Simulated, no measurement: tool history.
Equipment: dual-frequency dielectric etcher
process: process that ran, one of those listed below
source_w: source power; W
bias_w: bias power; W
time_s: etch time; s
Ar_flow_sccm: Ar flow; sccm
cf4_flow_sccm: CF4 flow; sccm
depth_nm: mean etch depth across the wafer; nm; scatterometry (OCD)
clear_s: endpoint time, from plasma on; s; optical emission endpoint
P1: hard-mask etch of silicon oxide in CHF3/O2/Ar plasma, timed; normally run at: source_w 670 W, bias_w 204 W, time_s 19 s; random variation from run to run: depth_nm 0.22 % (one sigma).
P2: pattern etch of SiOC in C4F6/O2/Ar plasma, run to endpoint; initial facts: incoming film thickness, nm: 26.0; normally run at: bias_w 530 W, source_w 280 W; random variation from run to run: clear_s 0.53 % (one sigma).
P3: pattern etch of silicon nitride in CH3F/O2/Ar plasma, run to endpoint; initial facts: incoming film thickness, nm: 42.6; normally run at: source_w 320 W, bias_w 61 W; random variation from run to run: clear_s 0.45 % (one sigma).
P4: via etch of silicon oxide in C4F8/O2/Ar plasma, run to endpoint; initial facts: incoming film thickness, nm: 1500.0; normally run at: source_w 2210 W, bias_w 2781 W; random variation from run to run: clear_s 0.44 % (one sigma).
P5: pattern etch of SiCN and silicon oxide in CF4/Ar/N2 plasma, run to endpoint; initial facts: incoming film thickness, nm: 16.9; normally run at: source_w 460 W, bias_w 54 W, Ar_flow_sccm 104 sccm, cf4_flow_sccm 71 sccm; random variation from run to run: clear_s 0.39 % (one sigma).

run   hour  process  source_w  bias_w  time_s  Ar_flow_sccm  cf4_flow_sccm  hours since the last wet clean  hours since the last source power generator calibration  hours since the last bias power generator calibration  depth_nm  clear_s
  1    9.4       P1       670     204      19                                                         98.9                                                    301.3                                                 1586.3    41.931
  2   27.7       P1       670     286      19                                                        117.2                                                    319.6                                                 1604.6    47.111
  3   45.7       P1       430     132      19                                                        135.2                                                    337.6                                                 1622.6    30.705
  4   54.2       P1       670     204      28                                                        143.7                                                    346.1                                                 1631.1    61.952
      56.5  -- bias power generator calibrated
  5   67.3       P3       320      41                                                                156.8                                                    359.2                                                   10.9             76.973
  6     78       P1       470     204      19                                                        167.5                                                    369.9                                                   21.6    36.564
      84.7  -- wet clean of the chamber
  7   87.3       P1       670     163      19                                                          2.7                                                    379.2                                                   30.9    39.051
  8  101.8       P3       320      61                                                                 17.2                                                    393.7                                                   45.4             68.348
  9    113       P4      2210    2781                                                                 28.4                                                    404.9                                                   56.6             261.35
 10  128.2       P1       670     204      19                                                         43.6                                                    420.1                                                   71.8    41.908
 11  144.8       P1       670     204      13                                                         60.2                                                    436.7                                                   88.4    28.673
 12  152.9       P1       670     204      19                                                         68.3                                                    444.8                                                   96.5    41.788
 13  170.9       P4      2210    2053                                                                 86.3                                                    462.8                                                  114.5             284.34
 14  186.9       P1       540     204      23                                                        102.3                                                    478.8                                                  130.5    46.697
 15    203       P2       280     530                                                                118.4                                                    494.9                                                  146.6             9.8854
 16  220.9       P4      2910    2781                                                                136.3                                                    512.8                                                  164.5             233.98
 17  230.7       P5       460      43                   104             71                           146.1                                                    522.6                                                  174.3             22.192
 18  245.7       P1       670     281      24                                                        161.1                                                    537.6                                                  189.3    59.453
 19  256.6       P2       280     706                                                                  172                                                    548.5                                                  200.2             8.7111
 20  272.6       P1       930     204      19                                                          188                                                    564.5                                                  216.2    47.655
 21  286.1       P5       310      54                   104             71                           201.5                                                      578                                                  229.7             29.073
 22  301.3       P5       460      54                   104             71                           216.7                                                    593.2                                                  244.9             20.535
 23  317.5       P1       670     204      19                                                        232.9                                                    609.4                                                  261.1    42.002
 24  333.4       P5       460      54                   138             71                           248.8                                                    625.3                                                    277             21.745
 25  341.7       P3       190      61                                                                257.1                                                    633.6                                                  285.3             82.991
 26  351.7       P5       460      54                   104             99                           267.1                                                    643.6                                                  295.3             19.489
 27  369.7       P2       380     530                                                                285.1                                                    661.6                                                  313.3             8.8503
 28  378.4       P3       320      61                                                                293.8                                                    670.3                                                    322              68.22
 29  395.3       P1       670     204      19                                                        310.7                                                    687.2                                                  338.9    42.018
 30  410.8       P1       670     204      19                                                        326.2                                                    702.7                                                  354.4    41.636
 31  425.1       P1       670     204      19                                                        340.5                                                      717                                                  368.7    41.585

Run 32 has not been measured yet. What should we expect?
 32   440       P1       670     204      19                                                        355.4                                                    731.9                                                  383.6         ?

Logged for run 32: depth_nm 41.425 nm.

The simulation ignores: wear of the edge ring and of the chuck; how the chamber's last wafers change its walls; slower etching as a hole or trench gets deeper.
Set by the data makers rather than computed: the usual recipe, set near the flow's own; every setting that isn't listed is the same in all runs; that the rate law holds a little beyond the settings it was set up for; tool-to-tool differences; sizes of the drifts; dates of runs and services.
